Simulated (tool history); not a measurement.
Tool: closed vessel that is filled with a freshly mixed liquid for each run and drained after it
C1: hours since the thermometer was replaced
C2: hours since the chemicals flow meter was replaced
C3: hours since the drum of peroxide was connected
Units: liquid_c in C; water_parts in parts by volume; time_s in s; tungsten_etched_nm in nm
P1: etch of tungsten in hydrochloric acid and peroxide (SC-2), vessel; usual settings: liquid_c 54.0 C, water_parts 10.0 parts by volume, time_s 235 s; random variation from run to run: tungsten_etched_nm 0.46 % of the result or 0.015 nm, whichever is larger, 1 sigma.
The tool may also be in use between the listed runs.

Run 1, hour 6.8: liquid_c 54.0 C, water_parts 10.0 parts by volume, time_s 235 s; C1 1373.6; C2 161.0; C3 192.0. Result: tungsten_etched_nm 50.4930 nm.
Run 2, hour 13.0: liquid_c 54.0 C, water_parts 18.5 parts by volume, time_s 235 s; C1 1379.8; C2 167.2; C3 198.2. Result: tungsten_etched_nm 29.5220 nm.
Run 3, hour 17.1: liquid_c 54.0 C, water_parts 10.0 parts by volume, time_s 110 s; C1 1383.9; C2 171.3; C3 202.3. Result: tungsten_etched_nm 23.5630 nm.
Run 4, hour 21.7: liquid_c 66.0 C, water_parts 4.0 parts by volume, time_s 235 s; C1 1388.5; C2 175.9; C3 206.9. Result: tungsten_etched_nm 212.8700 nm.
Run 5, hour 27.4: liquid_c 54.0 C, water_parts 10.0 parts by volume, time_s 235 s; C1 1394.2; C2 181.6; C3 212.6. Result: tungsten_etched_nm 50.7670 nm.
Run 6, hour 32.9: liquid_c 65.0 C, water_parts 10.0 parts by volume, time_s 235 s; C1 1399.7; C2 187.1; C3 218.1. Result: tungsten_etched_nm 99.9730 nm.
Run 7, hour 37.1: liquid_c 54.0 C, water_parts 4.0 parts by volume, time_s 235 s; C1 1403.9; C2 191.3; C3 222.3. Result: tungsten_etched_nm 101.0200 nm.
Run 8, hour 41.5: liquid_c 42.5 C, water_parts 10.0 parts by volume, time_s 235 s; C1 1408.3; C2 195.7; C3 226.7. Result: tungsten_etched_nm 23.1980 nm.
Run 9, hour 47.7: liquid_c 54.0 C, water_parts 10.0 parts by volume, time_s 235 s; C1 1414.5; C2 201.9; C3 232.9. Result: tungsten_etched_nm 50.6450 nm.
Run 10, hour 53.0: liquid_c 54.0 C, water_parts 10.0 parts by volume, time_s 235 s; C1 1419.8; C2 207.2; C3 238.2. Result: tungsten_etched_nm 50.4510 nm.
Run 11, hour 60.4: liquid_c 54.0 C, water_parts 10.0 parts by volume, time_s 445 s; C1 1427.2; C2 214.6; C3 245.6. Result: tungsten_etched_nm 95.0270 nm.
Run 12, hour 64.9: liquid_c 54.0 C, water_parts 10.0 parts by volume, time_s 235 s; C1 1431.7; C2 219.1; C3 250.1. Result: tungsten_etched_nm 50.5500 nm.
Run 13, hour 71.5: liquid_c 47.0 C, water_parts 10.0 parts by volume, time_s 65 s; C1 1438.3; C2 225.7; C3 256.7. Result: tungsten_etched_nm 8.7502 nm.
Run 14, hour 78.3: liquid_c 70.0 C, water_parts 17.0 parts by volume, time_s 235 s; C1 1445.1; C2 232.5; C3 263.5. Result: tungsten_etched_nm 86.1230 nm.
Run 15, hour 82.0: liquid_c 54.0 C, water_parts 10.0 parts by volume, time_s 235 s; C1 1448.8; C2 236.2; C3 267.2. Result: tungsten_etched_nm 50.2810 nm.
Run 16, hour 88.3: liquid_c 54.0 C, water_parts 10.0 parts by volume, time_s 235 s; C1 1455.1; C2 242.5; C3 273.5. Result: tungsten_etched_nm 51.7270 nm.
Run 17, hour 92.9: liquid_c 54.0 C, water_parts 10.0 parts by volume, time_s 235 s; C1 1459.7; C2 247.1; C3 278.1. Result: tungsten_etched_nm 52.2700 nm.
Run 18, hour 100.1: liquid_c 54.0 C, water_parts 10.0 parts by volume, time_s 235 s; C1 1466.9; C2 254.3; C3 285.3. Result: tungsten_etched_nm 53.2190 nm.
Run 19, hour 103.6: liquid_c 54.0 C, water_parts 10.0 parts by volume, time_s 235 s; C1 1470.4; C2 257.8; C3 288.8. Result: tungsten_etched_nm 53.0570 nm.
Run 20, hour 110.7: liquid_c 54.0 C, water_parts 10.0 parts by volume, time_s 235 s; C1 1477.5; C2 264.9; C3 295.9. Result: tungsten_etched_nm 53.9110 nm.
Run 21, hour 116.9: liquid_c 54.0 C, water_parts 10.0 parts by volume, time_s 235 s; C1 1483.7; C2 271.1; C3 302.1. Result: tungsten_etched_nm 54.0090 nm.
Run 22, hour 124.5: liquid_c 54.0 C, water_parts 10.0 parts by volume, time_s 235 s; C1 1491.3; C2 278.7; C3 309.7. Result: tungsten_etched_nm 53.9760 nm.
Run 23, hour 128.2: liquid_c 54.0 C, water_parts 10.0 parts by volume, time_s 235 s; C1 1495.0; C2 282.4; C3 313.4. Result: tungsten_etched_nm 53.9930 nm.
Run 24, hour 134.1: liquid_c 54.0 C, water_parts 10.0 parts by volume, time_s 235 s; C1 1500.9; C2 288.3; C3 319.3. Result: tungsten_etched_nm 54.5380 nm.
Run 25, hour 138.2: liquid_c 54.0 C, water_parts 10.0 parts by volume, time_s 235 s; C1 1505.0; C2 292.4; C3 323.4. Result: tungsten_etched_nm 54.1960 nm.

What P1 gives has crept away from where it was. These 2 causes fit the log equally well, each at the size given:
A: liquid hotter than its thermometer reads (K) = 1.15
B: chemicals flow above the setpoint (%) = 9.42
The creep began at about hour 82.0.
Why every other cause is out:
peroxide weaker than its label (%): at most 8, which would move tungsten_etched_nm by -7.4 %: too little, or the wrong way

4 check runs are offered, each on 3 wafers whose results are averaged, their results left as question marks. Which one tells the causes apart?
Run check 1, hour 142.3: liquid_c 65.0 C, water_parts 10.0 parts by volume, time_s 445 s. Result: tungsten_etched_nm ?.
Run check 2, hour 142.3: liquid_c 43.5 C, water_parts 4.0 parts by volume, time_s 235 s. Result: tungsten_etched_nm ?.
Run check 3, hour 142.3: liquid_c 54.0 C, water_parts 14.0 parts by volume, time_s 445 s. Result: tungsten_etched_nm ?.
Run check 4, hour 142.3: liquid_c 54.0 C, water_parts 16.5 parts by volume, time_s 235 s. Result: tungsten_etched_nm ?.

What each check would give under each cause:
  check              result      if A      if B
check 1  tungsten_etched_nm  204.2700  205.2200
check 2  tungsten_etched_nm   53.8280   52.7350
check 3  tungsten_etched_nm   77.0290   77.3180
check 4  tungsten_etched_nm   35.1810   35.3680
How far apart the two closest causes lie, in the result that separates them most: check 1 0.47 %; check 2 2.05 %; check 3 0.37 %; check 4 0.53 %
Only check 2 tells the causes apart: in the others they would give nearly the same result.

Then check 2 was run and gave: tungsten_etched_nm 53.8380 nm. Which cause is it?

It is A: liquid hotter than its thermometer reads (K).
